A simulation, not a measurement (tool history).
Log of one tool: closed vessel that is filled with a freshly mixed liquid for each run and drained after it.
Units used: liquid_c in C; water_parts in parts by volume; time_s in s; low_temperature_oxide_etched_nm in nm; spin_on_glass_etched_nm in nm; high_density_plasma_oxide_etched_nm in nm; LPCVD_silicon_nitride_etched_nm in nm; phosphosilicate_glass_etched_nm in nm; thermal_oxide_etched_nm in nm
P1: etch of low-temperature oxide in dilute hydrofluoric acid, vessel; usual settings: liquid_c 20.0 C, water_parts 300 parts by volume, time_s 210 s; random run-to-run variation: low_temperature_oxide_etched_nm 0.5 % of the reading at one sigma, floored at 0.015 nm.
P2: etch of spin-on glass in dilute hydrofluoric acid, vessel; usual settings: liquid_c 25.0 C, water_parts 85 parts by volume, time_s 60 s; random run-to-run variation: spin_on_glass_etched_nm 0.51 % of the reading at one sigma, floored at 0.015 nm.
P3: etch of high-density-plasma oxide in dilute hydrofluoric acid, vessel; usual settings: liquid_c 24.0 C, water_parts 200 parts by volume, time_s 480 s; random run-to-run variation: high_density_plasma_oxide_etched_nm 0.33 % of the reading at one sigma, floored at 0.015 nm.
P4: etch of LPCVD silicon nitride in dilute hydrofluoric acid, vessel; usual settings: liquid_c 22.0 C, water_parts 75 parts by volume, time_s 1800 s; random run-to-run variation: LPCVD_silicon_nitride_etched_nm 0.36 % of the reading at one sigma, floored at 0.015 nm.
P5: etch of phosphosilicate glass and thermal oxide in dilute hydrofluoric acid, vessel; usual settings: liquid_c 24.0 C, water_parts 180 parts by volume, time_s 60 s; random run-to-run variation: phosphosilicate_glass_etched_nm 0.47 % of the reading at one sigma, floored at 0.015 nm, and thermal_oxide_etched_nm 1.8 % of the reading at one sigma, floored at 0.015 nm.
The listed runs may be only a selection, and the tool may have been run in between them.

run   hour  process  liquid_c  water_parts  time_s  hours since the thermometer was replaced  hours since the hydrofluoric acid flow meter was replaced  low_temperature_oxide_etched_nm  spin_on_glass_etched_nm  high_density_plasma_oxide_etched_nm  LPCVD_silicon_nitride_etched_nm  phosphosilicate_glass_etched_nm  thermal_oxide_etched_nm
  1    5.9       P1      20.0          300     210                                    1409.1                                                     1813.1                          10.6070
  2   12.8       P2      25.0           85      30                                    1416.0                                                     1820.0                                                    24.014
  3   19.4       P1      20.0          300     210                                    1422.6                                                     1826.6                          10.4700
  4   28.1       P1      20.0          510     210                                    1431.3                                                     1835.3                           5.2123
  5   32.9       P3      24.0          200     480                                    1436.1                                                     1840.1                                                                                         12.017
  6   41.8       P1      20.0          300     210                                    1445.0                                                     1849.0                          10.5780
  7   51.4       P3      24.0          200     765                                    1454.6                                                     1858.6                                                                                         19.255
  8   59.1       P4      22.0           75     610                                    1462.3                                                     1866.3                                                                                                                          3.9328
  9   64.9       P4      22.0           40    1800                                    1468.1                                                     1872.1                                                                                                                         21.7510
 10   72.3       P3      24.0           35     480                                    1475.5                                                     1879.5                                                                                         83.716
 11   79.8       P5      24.0          300      60                                    1483.0                                                     1887.0                                                                                                                                                           9.6423                  0.73261
 12   85.8       P1      20.0          300      30                                    1489.0                                                     1893.0                           1.4983
 13   91.2       P1      20.0          300     210                                    1494.4                                                     1898.4                          10.6570
 14   97.2       P1      17.0          300     210                                    1500.4                                                     1904.4                           9.4212
 15  106.2       P2      25.0           85      60                                    1509.4                                                     1913.4                                                    47.713
 16  111.9       P1      20.0          450     410                                    1515.1                                                     1919.1                          12.1500
 17  117.4       P5      28.0          180      60                                    1520.6                                                     1924.6                                                                                                                                                          20.8420                  1.60750
 18  126.6       P1      20.0          300     210                                    1529.8                                                     1933.8                          10.6320
 19  134.6       P1      20.0          300     375                                    1537.8                                                     1941.8                          18.8840
 20  140.6       P3      30.0          200     480                                    1543.8                                                     1947.8                                                                                         14.845
 21  145.2       P2      25.0           85      60                                    1548.4                                                     1952.4                                                    47.533
 22  152.6       P1      23.5          300     210                                    1555.8                                                     1959.8                          11.9790
 23  159.1       P3      24.0          200     480                                    1562.3                                                     1966.3                                                                                         12.036
 24  165.4       P5      24.0          180      60                                    1568.6                                                     1972.6                                                                                                                                                          18.1580                  1.42880
 25  172.3       P2      18.5           85      60                                    1575.5                                                     1979.5                                                    36.628
 26  178.4       P1      20.0          110     210                                    1581.6                                                     1985.6                          34.5120
 27  184.5       P4      22.0           75    1800                                    1587.7                                                     1991.7                                                                                                                         11.6570
 28  191.4       P5      24.0          180      95                                    1594.6                                                     1998.6                                                                                                                                                          28.5660                  2.21950
 29  199.8       P2      25.0          145      60                                    1603.0                                                     2007.0                                                    25.866
 30  207.0       P4      17.0           75    1800                                    1610.2                                                     2014.2                                                                                                                          8.2850
 31  215.1       P1      20.0          300     210                                    1618.3                                                     2022.3                          10.6850
 32  221.7       P1      20.0          300     210                                    1624.9                                                     2028.9                          10.2350
 33  226.6       P1      20.0          300     210                                    1629.8                                                     2033.8                          10.1010
 34  231.3       P1      20.0          300     210                                    1634.5                                                     2038.5                          10.1770
 35  240.1       P1      20.0          300     210                                    1643.3                                                     2047.3                           9.9906
 36  244.6       P1      20.0          300     210                                    1647.8                                                     2051.8                           9.9912
 37  248.8       P1      20.0          300     210                                    1652.0                                                     2056.0                           9.9273

Something has made what P1 gives creep away from where it was; the 2 causes below, each at its own stated size, fit the log equally well:
A: hydrofluoric acid flow below the setpoint (%) = 4.45
B: liquid colder than its thermometer reads (K) = 1.58
The gradual shift began around hour 215.1.

Consider the 4 single-wafer check runs listed below, results given as question marks: which one distinguishes between the causes by giving clearly different results for each?
check 1  253.0       P3      24.0          200     480                                                                                                                                                                                                   ?
check 2  253.0       P4      22.0           75    1800                                                                                                                                                                                                                                    ?
check 3  253.0       P2      25.0           85      60                                                                                                                                                              ?
check 4  253.0       P5      24.0          180      60                                                                                                                                                                                                                                                                     ?                        ?

Check results expected under each cause:
  check                               result     if A     if B
check 1  high_density_plasma_oxide_etched_nm   11.350   11.311
check 2      LPCVD_silicon_nitride_etched_nm  11.1950  10.5110
check 3              spin_on_glass_etched_nm   45.414   44.848
check 4      phosphosilicate_glass_etched_nm  17.1640  17.0790
check 4              thermal_oxide_etched_nm  1.32000  1.31340
Smallest distance between any two causes, each pair judged by its most separating result, in per cent: check 1 0.35 %; check 2 6.3 %; check 3 1.26 %; check 4 0.5 %
Only in check 2 would the causes give clearly different results; in the remaining checks their results would be nearly the same.

Check 2 was carried out, with these results: LPCVD_silicon_nitride_etched_nm 10.4860 nm. Which of the listed causes is responsible?

The cause is B: liquid colder than its thermometer reads (K).

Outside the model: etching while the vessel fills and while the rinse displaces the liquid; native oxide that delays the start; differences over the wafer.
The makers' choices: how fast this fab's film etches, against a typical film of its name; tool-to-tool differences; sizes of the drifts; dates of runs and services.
